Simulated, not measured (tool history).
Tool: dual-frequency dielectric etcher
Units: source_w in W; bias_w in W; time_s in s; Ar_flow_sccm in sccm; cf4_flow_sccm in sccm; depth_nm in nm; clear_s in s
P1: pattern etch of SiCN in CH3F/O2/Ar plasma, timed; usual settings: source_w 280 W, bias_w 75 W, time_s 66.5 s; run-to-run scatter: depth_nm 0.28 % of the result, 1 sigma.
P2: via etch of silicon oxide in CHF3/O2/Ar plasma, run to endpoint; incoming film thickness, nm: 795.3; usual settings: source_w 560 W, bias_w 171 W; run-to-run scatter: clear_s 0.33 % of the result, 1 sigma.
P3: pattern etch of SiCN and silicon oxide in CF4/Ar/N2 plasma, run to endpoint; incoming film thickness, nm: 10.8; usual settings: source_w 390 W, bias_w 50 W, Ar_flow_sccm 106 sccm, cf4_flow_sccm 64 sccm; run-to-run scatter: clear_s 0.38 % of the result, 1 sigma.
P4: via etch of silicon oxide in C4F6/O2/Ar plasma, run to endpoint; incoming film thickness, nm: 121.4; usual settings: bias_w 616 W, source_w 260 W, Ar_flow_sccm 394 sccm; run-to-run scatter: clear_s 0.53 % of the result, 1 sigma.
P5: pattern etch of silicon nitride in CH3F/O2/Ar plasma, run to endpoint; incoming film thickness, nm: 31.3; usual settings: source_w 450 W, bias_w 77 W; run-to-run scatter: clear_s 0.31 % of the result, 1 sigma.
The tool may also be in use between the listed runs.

run     day  process  source_w  bias_w  time_s  Ar_flow_sccm  cf4_flow_sccm  depth_nm  clear_s
  1   0.462       P1       280      75    66.5                                 22.044
  2   0.717       P2       560     100                                                 503.260
  3   1.046       P5       630      77                                                  36.557
  4   1.433       P1       280      75    94.5                                 31.227
  5   1.900       P3       390      50                   106             64             16.865
  6   2.400       P1       390      75    66.5                                 24.878
  7   2.817       P1       280      75    66.5                                 22.026
  8   3.075       P1       280      75    66.5                                 22.022
  9   3.350       P4       260     372                   394                            36.122
 10   3.675       P1       230      57    66.5                                 18.454
 11   4.050       P1       280      75    66.5                                 21.970
 12   4.325       P1       280      49    66.5                                 18.957
 13   4.679       P4       260     616                   394                            29.980
 14   5.025       P2       760     171                                                 378.830
 15   5.438       P3       390      50                   106             64             16.909
 16   5.888       P1       280     107    66.5                                 25.237
 17   6.146       P2       560     171                                                 424.920
 18   6.633       P5       450      77                                                  41.627
 19   7.079       P3       540      50                   106             64             12.632
 20   7.517       P3       390      50                   106             45             17.882
 21   7.829       P3       390      33                   106             64             19.144
 22   8.142       P4       260     616                   287                            28.913
 23   8.454       P4       330     616                   394                            27.430
 24   8.771       P3       390      50                    65             64             15.629
 25   9.121       P1       280      75    41.0                                 13.599
 26   9.400       P5       450      52                                                  47.336
 27   9.867       P1       190      75    66.5                                 18.991
 28  10.271       P1       280      75    66.5                                 22.000
 29  10.604       P1       280      75    66.5                                 21.929
 30  10.921       P1       280      75    66.5                                 21.734
 31  11.183       P1       280      75    66.5                                 21.714
 32  11.646       P1       280      75    66.5                                 21.796
     11.675  -- wet clean of the chamber
 33  11.950       P1       280      75    66.5                                 21.716
 34  12.300       P1       280      75    66.5                                 21.707
 35  12.667       P1       280      75    66.5                                 21.731
 36  13.000       P1       280      75    66.5                                 21.657
 37  13.496       P1       280      75    66.5                                 21.778
 38  13.775       P1       280      75    66.5                                 21.598

What P1 gives has crept away from where it was. These 2 causes fit the log equally well, each at the size given:
A: bias power that arrives under what is set, % = 3.75
B: source power that arrives under what is set, % = 3.67
The creep began at about day 10.271.
Why every other cause is out:
chamber walls in a state that lowers the etch rate, %: serviced at day 11.675, which brought nothing back

4 check runs are offered, each on 2 wafers whose results are averaged, their results left as question marks. Which one tells the causes apart?
check 1  14.054       P5       450      61                                                       ?
check 2  14.054       P4       300     437                   394                                 ?
check 3  14.054       P3       390      50                   106             47                  ?
check 4  14.054       P2       750     137                                                       ?

What each check would give under each cause:
  check   result     if A     if B
check 1  clear_s   45.477   45.567
check 2  clear_s   32.840   32.828
check 3  clear_s   18.081   18.447
check 4  clear_s  413.480  414.630
How far apart the two closest causes lie, in the result that separates them most: check 1 0.2 %; check 2 0.04 %; check 3 2 %; check 4 0.28 %
Check 3 tells the causes apart: in the others they would give nearly the same result.

Check 3 was then run and gave: clear_s 18.432 s. Which cause is it?

It is B: source power that arrives under what is set, %.

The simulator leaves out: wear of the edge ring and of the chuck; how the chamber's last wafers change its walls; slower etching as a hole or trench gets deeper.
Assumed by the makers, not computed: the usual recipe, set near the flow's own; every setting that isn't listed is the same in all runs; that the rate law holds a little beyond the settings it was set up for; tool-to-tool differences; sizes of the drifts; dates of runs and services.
